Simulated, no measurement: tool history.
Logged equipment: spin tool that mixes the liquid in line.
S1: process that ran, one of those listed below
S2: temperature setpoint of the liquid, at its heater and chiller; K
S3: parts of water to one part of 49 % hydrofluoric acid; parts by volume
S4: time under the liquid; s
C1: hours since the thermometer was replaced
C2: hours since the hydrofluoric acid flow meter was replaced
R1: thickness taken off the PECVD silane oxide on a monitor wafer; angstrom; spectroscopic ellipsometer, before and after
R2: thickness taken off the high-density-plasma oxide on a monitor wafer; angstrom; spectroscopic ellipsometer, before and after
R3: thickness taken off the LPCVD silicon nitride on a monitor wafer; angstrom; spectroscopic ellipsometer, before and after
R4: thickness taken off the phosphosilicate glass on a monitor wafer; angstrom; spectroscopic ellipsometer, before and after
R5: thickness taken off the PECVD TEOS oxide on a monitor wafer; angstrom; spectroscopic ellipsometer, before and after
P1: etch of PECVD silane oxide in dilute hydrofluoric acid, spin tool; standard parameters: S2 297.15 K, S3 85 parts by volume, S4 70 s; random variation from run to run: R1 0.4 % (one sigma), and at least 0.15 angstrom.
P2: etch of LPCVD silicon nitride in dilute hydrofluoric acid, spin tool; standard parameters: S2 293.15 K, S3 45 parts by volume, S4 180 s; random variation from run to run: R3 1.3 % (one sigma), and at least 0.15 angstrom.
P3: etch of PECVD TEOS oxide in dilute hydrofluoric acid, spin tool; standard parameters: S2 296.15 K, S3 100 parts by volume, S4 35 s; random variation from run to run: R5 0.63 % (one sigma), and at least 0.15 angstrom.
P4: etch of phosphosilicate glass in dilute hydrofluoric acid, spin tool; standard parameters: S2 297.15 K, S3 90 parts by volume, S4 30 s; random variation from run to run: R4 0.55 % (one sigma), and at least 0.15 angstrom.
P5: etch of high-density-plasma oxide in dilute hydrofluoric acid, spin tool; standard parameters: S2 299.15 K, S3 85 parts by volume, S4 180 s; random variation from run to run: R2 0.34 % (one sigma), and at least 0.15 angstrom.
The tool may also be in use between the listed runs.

run 1 hour=10.5 | S1=P1 S2=297.15 S3=85 S4=70 | C1=712.1 C2=725.3 | R1=254.640
run 2 hour=19.7 | S1=P5 S2=299.15 S3=85 S4=25 | C1=721.3 C2=734.5 | R2=16.240
run 3 hour=25.2 | S1=P2 S2=293.15 S3=45 S4=180 | C1=726.8 C2=740.0 | R3=15.0680
run 4 hour=34.6 | S1=P1 S2=297.15 S3=85 S4=70 | C1=736.2 C2=749.4 | R1=253.200
run 5 hour=43.0 | S1=P1 S2=297.15 S3=85 S4=35 | C1=744.6 C2=757.8 | R1=126.920
run 6 hour=53.6 | S1=P4 S2=297.15 S3=35 S4=30 | C1=755.2 C2=768.4 | R4=1524.10
run 7 hour=58.6 | S1=P1 S2=301.65 S3=85 S4=70 | C1=760.2 C2=773.4 | R1=301.520
run 8 hour=68.8 | S1=P3 S2=296.15 S3=100 S4=35 | C1=770.4 C2=783.6 | R5=45.115
run 9 hour=75.7 | S1=P4 S2=290.15 S3=90 S4=30 | C1=777.3 C2=790.5 | R4=416.10
run 10 hour=84.2 | S1=P3 S2=296.15 S3=100 S4=50 | C1=785.8 C2=799.0 | R5=63.945
run 11 hour=90.2 | S1=P3 S2=301.65 S3=100 S4=35 | C1=791.8 C2=805.0 | R5=56.199
run 12 hour=96.0 | S1=P4 S2=297.15 S3=90 S4=30 | C1=797.6 C2=810.8 | R4=553.56
run 13 hour=107.0 | S1=P1 S2=297.15 S3=85 S4=70 | C1=808.6 C2=821.8 | R1=255.370
run 14 hour=112.8 | S1=P3 S2=296.15 S3=30 S4=35 | C1=814.4 C2=827.6 | R5=165.650
run 15 hour=121.9 | S1=P1 S2=297.15 S3=30 S4=70 | C1=823.5 C2=836.7 | R1=773.100
run 16 hour=126.8 | S1=P2 S2=290.15 S3=45 S4=180 | C1=828.4 C2=841.6 | R3=12.3420
run 17 hour=132.2 | S1=P4 S2=297.15 S3=90 S4=15 | C1=833.8 C2=847.0 | R4=278.87
run 18 hour=142.4 | S1=P4 S2=297.15 S3=90 S4=30 | C1=844.0 C2=857.2 | R4=550.96
run 19 hour=152.7 | S1=P1 S2=297.15 S3=85 S4=70 | C1=854.3 C2=867.5 | R1=253.490
run 20 hour=159.1 | S1=P1 S2=297.15 S3=85 S4=70 | C1=860.7 C2=873.9 | R1=253.320
run 21 hour=166.6 | S1=P1 S2=297.15 S3=85 S4=70 | C1=868.2 C2=881.4 | R1=253.250
run 22 hour=175.4 | S1=P5 S2=306.15 S3=85 S4=180 | C1=877.0 C2=890.2 | R2=152.580
run 23 hour=182.2 | S1=P1 S2=297.15 S3=140 S4=70 | C1=883.8 C2=897.0 | R1=144.150
run 24 hour=188.4 | S1=P1 S2=297.15 S3=85 S4=125 | C1=890.0 C2=903.2 | R1=452.930
run 25 hour=195.4 | S1=P2 S2=293.15 S3=45 S4=180 | C1=897.0 C2=910.2 | R3=15.4860
run 26 hour=202.1 | S1=P5 S2=299.15 S3=115 S4=180 | C1=903.7 C2=916.9 | R2=84.058
run 27 hour=207.5 | S1=P1 S2=297.15 S3=85 S4=70 | C1=909.1 C2=922.3 | R1=253.660
run 28 hour=212.5 | S1=P2 S2=293.15 S3=45 S4=20 | C1=914.1 C2=927.3 | R3=1.7813
run 29 hour=222.4 | S1=P5 S2=299.15 S3=85 S4=180 | C1=924.0 C2=937.2 | R2=117.280
run 30 hour=229.5 | S1=P1 S2=293.15 S3=85 S4=70 | C1=931.1 C2=944.3 | R1=215.830
run 31 hour=237.7 | S1=P1 S2=304.15 S3=85 S4=15 | C1=939.3 C2=952.5 | R1=71.672
run 32 hour=246.7 | S1=P5 S2=299.15 S3=85 S4=180 | C1=948.3 C2=961.5 | R2=116.990
run 33 hour=257.5 | S1=P2 S2=293.15 S3=20 S4=180 | C1=959.1 C2=972.3 | R3=33.2590
run 34 hour=268.3 | S1=P1 S2=297.15 S3=85 S4=70 | C1=969.9 C2=983.1 | R1=254.270
run 35 hour=277.0 | S1=P1 S2=297.15 S3=85 S4=70 | C1=978.6 C2=991.8 | R1=261.380
run 36 hour=286.0 | S1=P1 S2=297.15 S3=85 S4=70 | C1=987.6 C2=1000.8 | R1=264.610
run 37 hour=297.2 | S1=P1 S2=297.15 S3=85 S4=70 | C1=998.8 C2=1012.0 | R1=268.320
run 38 hour=302.8 | S1=P1 S2=297.15 S3=85 S4=70 | C1=1004.4 C2=1017.6 | R1=268.780
run 39 hour=308.3 | S1=P1 S2=297.15 S3=85 S4=70 | C1=1009.9 C2=1023.1 | R1=272.030
run 40 hour=317.3 | S1=P1 S2=297.15 S3=85 S4=70 | C1=1018.9 C2=1032.1 | R1=271.060
run 41 hour=327.9 | S1=P1 S2=297.15 S3=85 S4=70 | C1=1029.5 C2=1042.7 | R1=269.870
run 42 hour=333.0 | S1=P1 S2=297.15 S3=85 S4=70 | C1=1034.6 C2=1047.8 | R1=272.140

Something has made what P1 gives creep away from where it was; the 2 causes below, each at its own stated size, fit the log equally well:
A: liquid hotter than its thermometer reads (K) = 1.63
B: hydrofluoric acid flow above the setpoint (%) = 6.03
The drift started at roughly hour 268.3.

Which of the 4 check runs listed below, each an average over 5 wafers with its results shown as question marks, gives clearly different results under the different listed causes?
run check 1 hour=338.1 | S1=P5 S2=299.15 S3=85 S4=180 | R2=?
run check 2 hour=338.1 | S1=P2 S2=293.15 S3=45 S4=180 | R3=?
run check 3 hour=338.1 | S1=P4 S2=297.15 S3=90 S4=30 | R4=?
run check 4 hour=338.1 | S1=P3 S2=296.15 S3=100 S4=35 | R5=?

What each check would give under each cause:
check=check_1 result=R2 if_A=124.710 if_B=124.860
check=check_2 result=R3 if_A=17.1810 if_B=16.2460
check=check_3 result=R4 if_A=589.47 if_B=589.71
check=check_4 result=R5 if_A=47.978 if_B=48.014
Separation of the two closest causes in each check, using whichever result separates them best: check 1 0.12 %; check 2 5.6 %; check 3 0.04 %; check 4 0.08 %
Only in check 2 would the causes give clearly different results; in the remaining checks their results would be nearly the same.

After running check 2, the following was obtained: R3 16.2200 angstrom. Which cause does this point to?

It was cause B: hydrofluoric acid flow above the setpoint (%).
